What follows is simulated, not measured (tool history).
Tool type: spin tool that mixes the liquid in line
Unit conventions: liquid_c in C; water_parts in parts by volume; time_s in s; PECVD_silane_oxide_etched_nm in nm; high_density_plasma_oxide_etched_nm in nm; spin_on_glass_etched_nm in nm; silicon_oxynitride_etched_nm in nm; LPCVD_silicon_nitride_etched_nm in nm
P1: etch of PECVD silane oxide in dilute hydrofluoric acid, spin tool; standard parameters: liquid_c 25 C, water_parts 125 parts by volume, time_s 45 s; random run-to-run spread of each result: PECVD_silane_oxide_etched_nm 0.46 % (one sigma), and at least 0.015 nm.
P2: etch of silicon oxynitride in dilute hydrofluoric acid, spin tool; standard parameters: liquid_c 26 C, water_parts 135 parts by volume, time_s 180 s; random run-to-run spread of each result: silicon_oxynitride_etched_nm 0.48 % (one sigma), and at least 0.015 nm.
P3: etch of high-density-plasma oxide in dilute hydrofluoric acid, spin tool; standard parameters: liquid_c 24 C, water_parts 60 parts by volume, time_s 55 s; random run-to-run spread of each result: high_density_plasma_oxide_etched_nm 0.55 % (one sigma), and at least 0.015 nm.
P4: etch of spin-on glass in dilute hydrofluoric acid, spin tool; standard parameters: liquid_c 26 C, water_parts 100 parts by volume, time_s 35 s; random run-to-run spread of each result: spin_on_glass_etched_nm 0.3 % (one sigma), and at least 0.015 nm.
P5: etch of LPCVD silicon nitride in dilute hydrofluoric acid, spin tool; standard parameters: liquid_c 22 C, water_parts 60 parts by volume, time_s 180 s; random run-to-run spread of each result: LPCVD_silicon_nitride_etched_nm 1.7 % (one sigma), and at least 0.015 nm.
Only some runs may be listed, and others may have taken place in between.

run   hour  process  liquid_c  water_parts  time_s  PECVD_silane_oxide_etched_nm  high_density_plasma_oxide_etched_nm  spin_on_glass_etched_nm  silicon_oxynitride_etched_nm  LPCVD_silicon_nitride_etched_nm
  1    5.6       P1        25          125      45                        11.865
  2   12.5       P1        29          125      45                        13.916
  3   19.6       P3        24           60      55                                                             10.344
  4   27.4       P4        26          100      35                                                                                      22.612
  5   33.9       P2        26          230     180                                                                                                                    2.4837
  6   38.1       P3        24           60      95                                                             17.882
  7   42.5       P2        26          135     180                                                                                                                    4.5845
  8   47.7       P1        25          125      45                        11.874
  9   53.1       P4        26          170      35                                                                                      12.176
 10   59.5       P1        25          125      45                        11.853
 11   64.4       P4        18          100      35                                                                                      16.447
 12   70.5       P3        32           60      55                                                             14.219
 13   74.4       P4        26          100      15                                                                                      9.7055
 14   81.7       P5        17           60     180                                                                                                                                                    0.90462
 15   85.9       P1      30.5          125      20                        6.5398
 16   90.3       P1        25          125      80                        21.207
 17   95.4       P2      20.5          135     180                                                                                                                    3.4967
 18  100.6       P1        25           55      45                        29.751
 19  106.1       P1      18.5          125      45                          9.25
 20  111.2       P1        25          125      20                        5.2559
 21  118.7       P2        26          135     320                                                                                                                    8.1495
 22  126.3       P5        22           60     315                                                                                                                                                     2.2753
 23  132.5       P5        22           60     180                                                                                                                                                     1.3271
 24  140.3       P1        25          125      45                        11.853
 25  144.8       P1        25          205      20                        2.9427
 26  150.1       P3        24           85      55                                                             7.1313
 27  156.2       P1        25          125      45                        11.923
 28  164.2       P1        25          205      45                        6.6513
 29  171.2       P5        22           90     180                                                                                                                                                    0.87823
 30    178       P1        21          185      45                        6.4685
 31  182.8       P1        25          125      45                        12.008
 32  188.1       P1        25          125      45                        11.734
 33  192.8       P1        25          125      45                        11.539
 34  198.2       P1        25          125      45                         11.41
 35    203       P1        25          125      45                        11.328
 36  210.4       P1        25          125      45                        11.188
 37  218.1       P1        25          125      45                        11.115
 38  226.1       P1        25          125      45                        11.138
 39  232.4       P1        25          125      45                        11.022
 40    239       P1        25          125      45                        11.068
 41  246.4       P1        25          125      45                         11.08
 42  251.6       P1        25          125      45                        10.995

What P1 gives has crept away from where it was. These 2 causes fit the log equally well, each at the size given:
A: liquid colder than its thermometer reads (K) = 2.05
B: hydrofluoric acid flow below the setpoint (%) = 6.66
The onset of the drift is placed at about hour 182.8.

The 4 check runs listed below each average the results of 5 wafers, and their outcomes are marked with question marks. Under which run would the listed causes produce clearly different results?
check 1  256.8       P2        26          230     180                                                                                                                         ?
check 2  256.8       P5        22           60     310                                                                                                                                                          ?
check 3  256.8       P3        27           85      55                                                                  ?
check 4  256.8       P4      18.5          155      35                                                                                           ?

How each check would come out, cause by cause:
  check                               result    if A    if B
check 1         silicon_oxynitride_etched_nm  2.2772  2.2944
check 2      LPCVD_silicon_nitride_etched_nm  1.9814  2.1322
check 3  high_density_plasma_oxide_etched_nm  7.3777  7.4051
check 4              spin_on_glass_etched_nm  9.3663  9.3993
Per-check spread between the two closest causes, in the result where they differ most: check 1 0.75 %; check 2 7.34 %; check 3 0.37 %; check 4 0.35 %
Check 2 is the one run that separates the causes; every other check would come out nearly the same whichever cause is at work.

Running check 2 produced the following: LPCVD_silicon_nitride_etched_nm 2.0111 nm. Which one of the listed causes fits?

The correct cause is A, namely: liquid colder than its thermometer reads (K).
